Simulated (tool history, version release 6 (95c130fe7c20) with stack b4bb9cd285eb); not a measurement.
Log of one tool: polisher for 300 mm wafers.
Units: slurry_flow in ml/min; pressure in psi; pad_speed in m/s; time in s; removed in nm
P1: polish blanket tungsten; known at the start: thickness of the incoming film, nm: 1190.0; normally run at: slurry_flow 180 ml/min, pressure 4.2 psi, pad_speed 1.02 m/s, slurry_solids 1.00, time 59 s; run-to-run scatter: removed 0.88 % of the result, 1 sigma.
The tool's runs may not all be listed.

run,day,slurry_flow,pressure,pad_speed,slurry_solids,time,wafers polished on this pad,hours since the slurry nozzle was cleaned,hours since the head pressure was calibrated,hours since the slurry blender was calibrated,hours since the slurry got fresh peroxide,removed
1,0.442,180,4.2,1.02,1.00,59,211,331.5,211.7,226.9,102.7,363.00
2,0.846,180,4.2,1.02,1.00,27,298,341.2,221.4,236.6,112.4,167.18
3,1.238,180,4.2,1.02,1.00,59,382,350.6,230.8,246.0,121.8,359.40
4,1.738,260,2.8,1.02,1.00,59,490,362.6,242.8,258.0,133.8,251.61
5,2.021,180,4.2,1.36,1.00,59,550,369.4,249.6,264.8,140.6,479.76
6,2.421,180,4.2,1.02,1.25,59,636,379.0,259.2,274.4,150.2,376.89
7,2.808,180,4.2,1.02,1.00,59,720,388.3,268.5,283.7,159.5,358.02
8,3.262,180,4.2,1.02,1.00,59,817,399.2,279.4,294.6,170.4,367.32
9,3.750,180,4.2,1.02,0.70,59,922,410.9,291.1,306.3,182.1,330.12
10,4.062,180,4.2,1.02,1.00,59,989,418.4,298.6,313.8,189.6,357.45
11,4.358,245,4.2,1.02,1.00,59,1053,425.5,305.7,320.9,196.7,375.18
12,4.688,110,4.2,1.02,1.00,59,1124,433.4,313.6,328.8,204.6,332.61
13,5.025,180,5.9,1.02,1.00,59,1196,441.5,321.7,336.9,212.7,505.78
14,5.525,180,4.2,0.52,1.00,59,1304,453.5,333.7,348.9,224.7,186.30
15,5.758,180,4.2,1.02,1.00,59,1354,459.1,339.3,354.5,230.3,358.62
16,6.150,180,1.9,1.02,1.00,59,1438,468.5,348.7,363.9,239.7,160.94
17,6.425,180,4.2,1.02,1.00,77,1497,475.1,355.3,370.5,246.3,468.18
18,6.646,180,4.2,1.02,1.00,59,1545,480.4,360.6,375.8,251.6,358.97
19,6.942,180,4.2,1.02,1.00,59,1608,487.5,367.7,382.9,258.7,358.01
20,7.246,180,4.2,1.02,1.00,59,1674,494.8,375.0,390.2,266.0,347.70
21,7.608,180,4.2,1.02,1.00,59,1752,503.5,383.7,398.9,274.7,340.13
22,7.958,180,4.2,1.02,1.00,59,1827,511.9,392.1,407.3,283.1,340.03
23,8.333,180,4.2,1.02,1.00,59,1907,520.9,401.1,416.3,292.1,332.87
# day 8.412: head pressure recalibrated
24,8.650,180,4.2,1.02,1.00,59,1975,528.5,5.7,423.9,299.7,332.98
25,9.112,180,4.2,1.02,1.00,59,2075,539.6,16.8,435.0,310.8,336.08
26,9.504,180,4.2,1.02,1.00,59,2159,549.0,26.2,444.4,320.2,327.44
# day 9.642: worn pad replaced by a new one
# day 9.671: slurry blender recalibrated
27,9.854,180,4.2,1.02,1.00,59,46,557.4,34.6,4.4,328.6,331.42
28,10.329,180,4.2,1.02,1.00,59,148,568.8,46.0,15.8,340.0,331.29
29,10.733,180,4.2,1.02,1.00,59,235,578.5,55.7,25.5,349.7,328.47

What P1 gives has crept away from where it was. These 2 causes fit the log equally well, each at the size given:
A: slurry flow missing at the pad, % = 38.3
B: peroxide lost from the slurry, % = 20.2
The creep began at about day 6.646.
Why every other cause is out:
removal rate lost through wear of the pad, %: serviced at day 9.642, which brought nothing back
head's pressure below its setpoint, %: serviced at day 8.412, which brought nothing back
abrasive missing from the slurry, %: serviced at day 9.671, which brought nothing back

4 check runs are offered, each on 2 wafers whose results are averaged, their results left as question marks. Which one tells the causes apart?
check 1,11.138,180,5.1,1.02,1.00,59,,,,,,?
check 2,11.138,180,2.7,1.02,1.00,59,,,,,,?
check 3,11.138,110,4.2,1.02,1.00,59,,,,,,?
check 4,11.138,180,2.8,1.02,1.00,59,,,,,,?

What each check would give under each cause:
check,result,if A,if B
check 1,removed,401.37,401.46
check 2,removed,212.49,212.54
check 3,removed,287.72,302.07
check 4,removed,220.36,220.41
How far apart the two closest causes lie, in the result that separates them most: check 1 0.02 %; check 2 0.02 %; check 3 4.87 %; check 4 0.02 %
Only check 3 tells the causes apart: in the others they would give nearly the same result.

Check 3 was then run and gave: removed 302.17 nm. Which cause is it?

It is B: peroxide lost from the slurry, %.
